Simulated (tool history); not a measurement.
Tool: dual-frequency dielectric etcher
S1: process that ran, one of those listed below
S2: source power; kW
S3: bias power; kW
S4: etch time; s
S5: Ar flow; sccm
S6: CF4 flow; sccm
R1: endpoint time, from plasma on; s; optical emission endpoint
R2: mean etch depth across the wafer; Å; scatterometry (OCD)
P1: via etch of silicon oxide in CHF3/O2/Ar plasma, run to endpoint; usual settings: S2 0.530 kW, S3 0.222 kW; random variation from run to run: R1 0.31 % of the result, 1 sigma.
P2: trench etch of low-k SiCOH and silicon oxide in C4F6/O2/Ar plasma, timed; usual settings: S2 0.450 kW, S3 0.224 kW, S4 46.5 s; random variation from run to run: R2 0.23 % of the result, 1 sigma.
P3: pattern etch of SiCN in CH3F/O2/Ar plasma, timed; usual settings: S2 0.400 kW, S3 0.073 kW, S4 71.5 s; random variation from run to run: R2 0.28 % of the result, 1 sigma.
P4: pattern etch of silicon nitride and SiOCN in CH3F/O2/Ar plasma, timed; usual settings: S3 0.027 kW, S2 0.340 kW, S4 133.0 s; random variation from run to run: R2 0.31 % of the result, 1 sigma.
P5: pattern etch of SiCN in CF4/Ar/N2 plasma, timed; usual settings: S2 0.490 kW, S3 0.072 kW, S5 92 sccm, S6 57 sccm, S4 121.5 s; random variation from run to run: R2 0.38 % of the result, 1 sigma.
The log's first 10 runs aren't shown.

run	hour	S1	S2	S3	S4	S5	S6	R1	R2
11	109.3	P1	0.340	0.222				452.37	
12	120.5	P4	0.340	0.017	133.0				148.04
13	130.5	P2	0.450	0.283	46.5				1877.60
14	140.1	P2	0.450	0.224	46.5				1741.50
15	152.3	P1	0.530	0.222				384.27	
16	163.2	P1	0.530	0.222				384.56	
17	175.1	P4	0.340	0.027	133.0				180.96
18	185.5	P2	0.450	0.224	26.0				967.01
19	198.9	P5	0.490	0.053	121.5	92	57		1028.90
20	207.9	P1	0.530	0.222				382.41	
21	219.9	P5	0.490	0.072	121.5	92	42		1086.50
22	229.5	P5	0.310	0.072	121.5	92	57		762.62
23	240.9	P5	0.490	0.072	121.5	92	57		1148.00
24	252.4	P4	0.340	0.027	76.5				104.09
25	258.9	P1	0.710	0.142				398.35	
26	266.9	P1	0.530	0.287				349.41	
27	276.4	P3	0.400	0.073	71.5				277.14
28	287.7	P4	0.450	0.027	133.0				198.81
29	301.4	P1	0.530	0.222				384.21	
30	309.6	P1	0.530	0.222				383.26	
31	318.4	P1	0.530	0.222				384.48	
32	327.9	P1	0.530	0.222				386.77	
33	340.0	P1	0.530	0.222				387.00	
34	347.3	P1	0.530	0.222				387.06	
35	355.6	P1	0.530	0.222				388.69	

Run 36 comes next. What will it give?
# hour 357.8: wet clean of the chamber
36	367.7	P1	0.530	0.222				?	

{"run 36": {"R1": 386.77}}
